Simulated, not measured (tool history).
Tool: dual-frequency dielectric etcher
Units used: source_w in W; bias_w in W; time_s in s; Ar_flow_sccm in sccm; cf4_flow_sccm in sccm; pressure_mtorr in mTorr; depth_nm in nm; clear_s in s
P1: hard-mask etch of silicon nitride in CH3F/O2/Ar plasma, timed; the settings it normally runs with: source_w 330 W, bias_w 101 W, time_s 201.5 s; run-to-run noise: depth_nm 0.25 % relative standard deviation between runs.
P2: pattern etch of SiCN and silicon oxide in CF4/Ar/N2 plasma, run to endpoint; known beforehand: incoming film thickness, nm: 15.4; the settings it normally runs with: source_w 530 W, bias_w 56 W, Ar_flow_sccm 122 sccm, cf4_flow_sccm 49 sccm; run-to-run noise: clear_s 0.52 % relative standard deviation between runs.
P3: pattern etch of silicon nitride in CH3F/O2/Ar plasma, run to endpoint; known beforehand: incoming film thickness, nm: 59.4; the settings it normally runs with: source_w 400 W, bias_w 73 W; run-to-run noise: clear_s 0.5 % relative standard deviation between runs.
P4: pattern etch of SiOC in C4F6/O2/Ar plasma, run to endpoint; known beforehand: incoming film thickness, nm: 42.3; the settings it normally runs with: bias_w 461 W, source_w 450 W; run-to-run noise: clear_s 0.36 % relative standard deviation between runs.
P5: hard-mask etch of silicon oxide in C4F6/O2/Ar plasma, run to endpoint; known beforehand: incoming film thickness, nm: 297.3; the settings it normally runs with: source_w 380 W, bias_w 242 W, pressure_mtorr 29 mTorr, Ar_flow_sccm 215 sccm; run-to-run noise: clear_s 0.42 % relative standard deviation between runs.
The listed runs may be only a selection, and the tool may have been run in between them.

run     day  process  source_w  bias_w  time_s  Ar_flow_sccm  cf4_flow_sccm  pressure_mtorr  hours since the last wet clean  hours since the last source power generator calibration  hours since the last bias power generator calibration  depth_nm  clear_s
  1   0.175       P1       330     101   201.5                                                                        140.3                                                   2225.1                                                  987.7    150.05
  2   0.325       P1       330     101   201.5                                                                        143.9                                                   2228.7                                                  991.3    149.92
  3   0.579       P2       530      56                   122             35                                             150                                                   2234.8                                                  997.4             20.097
  4   0.833       P1       330     101   201.5                                                                        156.1                                                   2240.9                                                 1003.5    150.58
  5   1.121       P1       330     101   245.5                                                                          163                                                   2247.8                                                 1010.4    183.03
  6   1.442       P5       380     242                   215                             29                           170.7                                                   2255.5                                                 1018.1             83.558
  7   1.788       P4       450     461                                                                                  179                                                   2263.8                                                 1026.4             14.054
  8   2.017       P5       380     242                   215                           38.5                           184.5                                                   2269.3                                                 1031.9             86.741
  9   2.292       P3       550      73                                                                                191.1                                                   2275.9                                                 1038.5             75.792
 10   2.488       P3       400      73                                                                                195.8                                                   2280.6                                                 1043.2             85.278
 11   2.658       P1       330     137   201.5                                                                        199.9                                                   2284.7                                                 1047.3    169.11
 12     2.9       P1       330     119   280.5                                                                        205.7                                                   2290.5                                                 1053.1     222.6
 13   3.208       P2       630      56                   122             49                                           213.1                                                   2297.9                                                 1060.5              15.98
 14   3.358       P4       450     461                                                                                216.7                                                   2301.5                                                 1064.1             13.998
 15   3.654       P1       330     101   201.5                                                                        223.8                                                   2308.6                                                 1071.2    150.23
 16   3.888       P1       450     101   201.5                                                                        229.4                                                   2314.2                                                 1076.8    168.54
 17   4.071       P1       410     130   201.5                                                                        233.8                                                   2318.6                                                 1081.2    178.93
 18   4.404       P5       380     331                   215                             29                           241.8                                                   2326.6                                                 1089.2             74.891
 19   4.558       P5       510     242                   215                             29                           245.5                                                   2330.3                                                 1092.9             75.338
      4.567  -- wet clean of the chamber
 20   4.892       P2       530      56                    84             49                                             7.9                                                   2338.3                                                 1100.9              17.69
 21   5.212       P1       220     101   201.5                                                                         15.6                                                     2346                                                 1108.6    129.65
 22   5.367       P4       450     642                                                                                 19.3                                                   2349.7                                                 1112.3             12.474
 23   5.638       P1       330     101   201.5                                                                         25.8                                                   2356.2                                                 1118.8     150.5
 24   5.988       P4       580     461                                                                                 34.2                                                   2364.6                                                 1127.2              12.76
 25     6.2       P1       330      70   201.5                                                                         39.3                                                   2369.7                                                 1132.3    131.58
 26     6.5       P1       330     101   121.5                                                                         46.5                                                   2376.9                                                 1139.5    90.756
 27   6.671       P1       330     101   201.5                                                                         50.6                                                     2381                                                 1143.6    149.47
 28   6.879       P3       400      49                                                                                 55.6                                                     2386                                                 1148.6             96.766
 29   7.042       P2       530      38                   122             49                                            59.5                                                   2389.9                                                 1152.5             21.178
 30   7.333       P2       530      56                   122             49                                            66.5                                                   2396.9                                                 1159.5              18.69
 31   7.558       P5       380     242                   147                             29                            71.9                                                   2402.3                                                 1164.9              80.12
 32   7.867       P5       380     242                   215                             29                            79.3                                                   2409.7                                                 1172.3             83.208
 33   8.158       P2       530      56                   122             49                                            86.3                                                   2416.7                                                 1179.3             18.886
 34   8.362       P1       330     101   201.5                                                                         91.2                                                   2421.6                                                 1184.2    150.67
 35   8.654       P1       330     101   201.5                                                                         98.2                                                   2428.6                                                 1191.2    151.14
 36   8.883       P1       330     101   201.5                                                                        103.7                                                   2434.1                                                 1196.7    152.14
 37   9.054       P1       330     101   201.5                                                                        107.8                                                   2438.2                                                 1200.8    151.47
 38   9.396       P1       330     101   201.5                                                                          116                                                   2446.4                                                   1209       152
 39   9.579       P1       330     101   201.5                                                                        120.4                                                   2450.8                                                 1213.4     151.5
      9.617  -- wet clean of the chamber
 40   9.812       P1       330     101   201.5                                                                          4.7                                                   2456.4                                                   1219    151.83
 41  10.088       P1       330     101   201.5                                                                         11.3                                                     2463                                                 1225.6    151.73
 42  10.433       P1       330     101   201.5                                                                         19.6                                                   2471.3                                                 1233.9    152.41
 43  10.662       P1       330     101   201.5                                                                         25.1                                                   2476.8                                                 1239.4    153.17
 44  10.821       P1       330     101   201.5                                                                         28.9                                                   2480.6                                                 1243.2    152.86

The log shows P1 creeping away from where it was. Any of the 2 causes listed here, at the size stated for it, fits the log just as well as the others:
A: bias power that arrives over what is set, % = 3.6
B: source power that arrives over what is set, % = 3.63
Onset of the creep was near day 8.362.
Each remaining cause and why it is not a fit:
chamber walls in a state that raises the etch rate, %: work on it at day 9.617, done after the drift set in, did not restore what the process gave before

Which of the 4 check runs listed below, each an average over 5 wafers with its results shown as question marks, gives clearly different results under the different listed causes?
check 1  10.979       P2       530      43                   122             49                                                                                                                                                                                  ?
check 2  10.979       P5       380     242                   173                             29                                                                                                                                                                  ?
check 3  10.979       P4       570     613                                                                                                                                                                                                                       ?
check 4  10.979       P3       530      53                                                                                                                                                                                                                       ?

What every check run would give for each of its results, assuming each possible cause in turn:
  check   result    if A    if B
check 1  clear_s  20.294  19.891
check 2  clear_s  80.724  80.588
check 3  clear_s  11.466  11.469
check 4  clear_s   84.14  83.894
Per-check spread between the two closest causes, in the result where they differ most: check 1 2.01 %; check 2 0.17 %; check 3 0.03 %; check 4 0.29 %
The other checks would show nearly matching results whichever cause is true, so check 1 is the only one that separates the causes.

Check 1 was then run and gave: clear_s 20.343 s. Which cause is it?

The correct cause is A, namely: bias power that arrives over what is set, %.
